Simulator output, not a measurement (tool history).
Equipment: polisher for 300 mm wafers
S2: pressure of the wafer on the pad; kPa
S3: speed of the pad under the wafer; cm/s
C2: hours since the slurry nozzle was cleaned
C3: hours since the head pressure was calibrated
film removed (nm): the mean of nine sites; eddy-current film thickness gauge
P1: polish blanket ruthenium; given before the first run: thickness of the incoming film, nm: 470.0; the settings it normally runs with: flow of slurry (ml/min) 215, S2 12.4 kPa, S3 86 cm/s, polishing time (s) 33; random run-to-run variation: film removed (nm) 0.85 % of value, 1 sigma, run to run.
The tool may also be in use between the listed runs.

Run 1, day 0.546: flow of slurry (ml/min) 215, S2 12.4 kPa, S3 86 cm/s, polishing time (s) 33; wafers polished on this pad 493; C2 124; C3 69.9. Result: film removed (nm) 33.525.
At day 0.925: worn pad replaced by a new one.
Run 2, day 0.946: flow of slurry (ml/min) 215, S2 6.2 kPa, S3 86 cm/s, polishing time (s) 33; wafers polished on this pad 9; C2 133.6; C3 79.5. Result: film removed (nm) 16.987.
Run 3, day 1.229: flow of slurry (ml/min) 130, S2 12.4 kPa, S3 86 cm/s, polishing time (s) 19; wafers polished on this pad 126; C2 140.4; C3 86.3. Result: film removed (nm) 18.386.
Run 4, day 1.571: flow of slurry (ml/min) 215, S2 12.4 kPa, S3 86 cm/s, polishing time (s) 16; wafers polished on this pad 268; C2 148.6; C3 94.5. Result: film removed (nm) 16.567.
Run 5, day 2.062: flow of slurry (ml/min) 215, S2 12.4 kPa, S3 86 cm/s, polishing time (s) 33; wafers polished on this pad 472; C2 160.4; C3 106.3. Result: film removed (nm) 34.757.
Run 6, day 2.492: flow of slurry (ml/min) 320, S2 12.4 kPa, S3 86 cm/s, polishing time (s) 33; wafers polished on this pad 650; C2 170.7; C3 116.6. Result: film removed (nm) 34.664.
Run 7, day 2.775: flow of slurry (ml/min) 215, S2 17.9 kPa, S3 86 cm/s, polishing time (s) 33; wafers polished on this pad 767; C2 177.5; C3 123.4. Result: film removed (nm) 49.963.
Run 8, day 3.308: flow of slurry (ml/min) 215, S2 12.4 kPa, S3 86 cm/s, polishing time (s) 33; wafers polished on this pad 988; C2 190.3; C3 136.2. Result: film removed (nm) 34.443.
At day 3.312: head pressure recalibrated.
Run 9, day 3.762: flow of slurry (ml/min) 130, S2 12.4 kPa, S3 86 cm/s, polishing time (s) 33; wafers polished on this pad 1177; C2 201.2; C3 10.8. Result: film removed (nm) 31.442.
Run 10, day 4.067: flow of slurry (ml/min) 215, S2 12.4 kPa, S3 44 cm/s, polishing time (s) 33; wafers polished on this pad 1303; C2 208.5; C3 18.1. Result: film removed (nm) 17.459.
Run 11, day 4.55: flow of slurry (ml/min) 215, S2 12.4 kPa, S3 86 cm/s, polishing time (s) 33; wafers polished on this pad 1503; C2 220.1; C3 29.7. Result: film removed (nm) 33.601.
Run 12, day 4.867: flow of slurry (ml/min) 215, S2 12.4 kPa, S3 86 cm/s, polishing time (s) 52; wafers polished on this pad 1634; C2 227.7; C3 37.3. Result: film removed (nm) 54.034.

Estimate the outcome of run 13 from the log above:
Run 13, day 5.425: flow of slurry (ml/min) 215, S2 12.4 kPa, S3 86 cm/s, polishing time (s) 33; wafers polished on this pad 1866; C2 241.1; C3 50.7. Result: film removed (nm) ?.

Run 13 measured film removed (nm) 34.058.
